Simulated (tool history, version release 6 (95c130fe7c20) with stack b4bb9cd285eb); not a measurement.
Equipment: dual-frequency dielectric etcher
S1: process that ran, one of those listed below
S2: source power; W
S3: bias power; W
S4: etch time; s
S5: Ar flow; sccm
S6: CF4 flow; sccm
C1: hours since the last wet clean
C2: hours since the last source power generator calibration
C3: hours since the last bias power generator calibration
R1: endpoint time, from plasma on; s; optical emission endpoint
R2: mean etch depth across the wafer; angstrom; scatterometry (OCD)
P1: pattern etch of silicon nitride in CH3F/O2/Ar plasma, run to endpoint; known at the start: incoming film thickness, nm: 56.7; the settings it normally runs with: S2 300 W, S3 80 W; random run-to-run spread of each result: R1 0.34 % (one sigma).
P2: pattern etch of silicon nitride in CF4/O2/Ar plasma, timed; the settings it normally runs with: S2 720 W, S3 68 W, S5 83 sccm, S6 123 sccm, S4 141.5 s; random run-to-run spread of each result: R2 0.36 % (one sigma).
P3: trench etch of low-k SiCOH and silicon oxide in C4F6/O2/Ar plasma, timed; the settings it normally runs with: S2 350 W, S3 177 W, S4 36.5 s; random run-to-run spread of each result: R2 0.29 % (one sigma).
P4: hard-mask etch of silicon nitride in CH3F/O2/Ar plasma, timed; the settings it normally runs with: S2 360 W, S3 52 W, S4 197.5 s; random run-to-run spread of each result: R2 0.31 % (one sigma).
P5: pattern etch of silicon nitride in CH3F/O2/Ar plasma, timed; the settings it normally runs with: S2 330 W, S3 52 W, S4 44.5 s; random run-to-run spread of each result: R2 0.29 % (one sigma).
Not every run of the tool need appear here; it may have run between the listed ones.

run,hour,S1,S2,S3,S4,S5,S6,C1,C2,C3,R1,R2
1,9.4,P1,300,80,,,,286.5,1304.0,2023.7,86.146,
2,17.4,P3,350,177,22.0,,,294.5,1312.0,2031.7,,651.69
3,28.8,P4,360,64,197.5,,,305.9,1323.4,2043.1,,1286.50
4,41.6,P1,300,80,,,,318.7,1336.2,2055.9,86.058,
5,53.3,P2,720,68,141.5,103,123,330.4,1347.9,2067.6,,4174.10
6,65.2,P4,280,52,197.5,,,342.3,1359.8,2079.5,,1086.70
7,78.3,P1,300,80,,,,355.4,1372.9,2092.6,85.698,
8,89.2,P4,360,52,197.5,,,366.3,1383.8,2103.5,,1192.80
9,102.8,P1,300,80,,,,379.9,1397.4,2117.1,86.419,
10,115.6,P1,300,80,,,,392.7,1410.2,2129.9,86.234,
11,129.9,P2,500,68,141.5,83,123,407.0,1424.5,2144.2,,3104.80
12,138.5,P1,210,51,,,,415.6,1433.1,2152.8,115.200,
13,149.1,P5,330,52,32.5,,,426.2,1443.7,2163.4,,194.26
14,160.4,P1,300,61,,,,437.5,1455.0,2174.7,94.569,
15,172.8,P1,180,80,,,,449.9,1467.4,2187.1,103.740,
16,184.0,P5,460,52,44.5,,,461.1,1478.6,2198.3,,303.08
17,191.0,P3,230,177,36.5,,,468.1,1485.6,2205.3,,920.69
18,197.5,P5,330,52,44.5,,,474.6,1492.1,2211.8,,265.74
19,209.1,P2,720,68,141.5,83,123,486.2,1503.7,2223.4,,4252.70
20,217.2,P5,330,37,44.5,,,494.3,1511.8,2231.5,,240.86
21,226.5,P1,390,80,,,,503.6,1521.1,2240.8,78.264,
22,235.6,P1,300,113,,,,512.7,1530.2,2249.9,75.611,
23,248.8,P4,360,52,244.0,,,525.9,1543.4,2263.1,,1476.20
24,260.7,P2,720,68,141.5,83,91,537.8,1555.3,2275.0,,4116.70
25,269.6,P1,390,100,,,,546.7,1564.2,2283.9,72.399,
26,282.9,P2,720,68,78.0,83,123,560.0,1577.5,2297.2,,2354.60
# hour 284.3: source power generator calibrated
27,289.8,P3,350,125,36.5,,,566.9,5.6,2304.1,,974.09
28,297.0,P2,720,51,141.5,83,123,574.1,12.8,2311.3,,3845.70
29,310.4,P3,350,177,36.5,,,587.5,26.2,2324.7,,1082.40
30,322.7,P1,300,80,,,,599.8,38.5,2337.0,86.287,
31,329.1,P1,300,80,,,,606.2,44.9,2343.4,85.839,
32,338.0,P1,300,80,,,,615.1,53.8,2352.3,85.737,
33,345.5,P1,300,80,,,,622.6,61.3,2359.8,85.075,
34,356.4,P1,300,80,,,,633.5,72.2,2370.7,84.975,
35,369.8,P1,300,80,,,,646.9,85.6,2384.1,84.776,
# hour 375.9: wet clean of the chamber
36,382.1,P1,300,80,,,,6.3,97.9,2396.4,84.651,
37,393.6,P1,300,80,,,,17.8,109.4,2407.9,84.645,
38,400.9,P1,300,80,,,,25.1,116.7,2415.2,85.165,
39,408.3,P1,300,80,,,,32.5,124.1,2422.6,84.545,

The output of P1 has drifted from where it used to be. Each of the 2 causes below, taken at the size shown beside it, accounts for the log equally well:
A: bias power that arrives over what is set, % = 4.8
B: source power that arrives over what is set, % = 4.61
The gradual shift began around hour 322.7.
Excluded causes, each with its reason:
chamber walls in a state that raises the etch rate, %: work on it at hour 375.9, done after the drift set in, did not restore what the process gave before

You are offered 4 check runs, listed below with question marks in place of their results; each one averages 2 wafers. Which run separates the listed causes by giving clearly different results for each?
check 1,415.7,P5,330,52,44.5,,,,,,,?
check 2,415.7,P2,720,68,141.5,83,123,,,,,?
check 3,415.7,P4,360,52,197.5,,,,,,,?
check 4,415.7,P3,350,177,36.5,,,,,,,?

Check results expected under each cause:
check,result,if A,if B
check 1,R2,270.76,271.36
check 2,R2,4336.10,4431.90
check 3,R2,1213.70,1216.50
check 4,R2,1099.60,1102.40
Per check, the gap between the least separated pair of causes, taken in the result that splits them most: check 1 0.22 %; check 2 2.19 %; check 3 0.24 %; check 4 0.26 %
Check 2 distinguishes between the causes, while the remaining checks would return nearly the same result for all of them.

The results of check 2 are: R2 4410.40 angstrom. Based on these, which of the listed causes is it?

The correct cause is B, namely: source power that arrives over what is set, %.

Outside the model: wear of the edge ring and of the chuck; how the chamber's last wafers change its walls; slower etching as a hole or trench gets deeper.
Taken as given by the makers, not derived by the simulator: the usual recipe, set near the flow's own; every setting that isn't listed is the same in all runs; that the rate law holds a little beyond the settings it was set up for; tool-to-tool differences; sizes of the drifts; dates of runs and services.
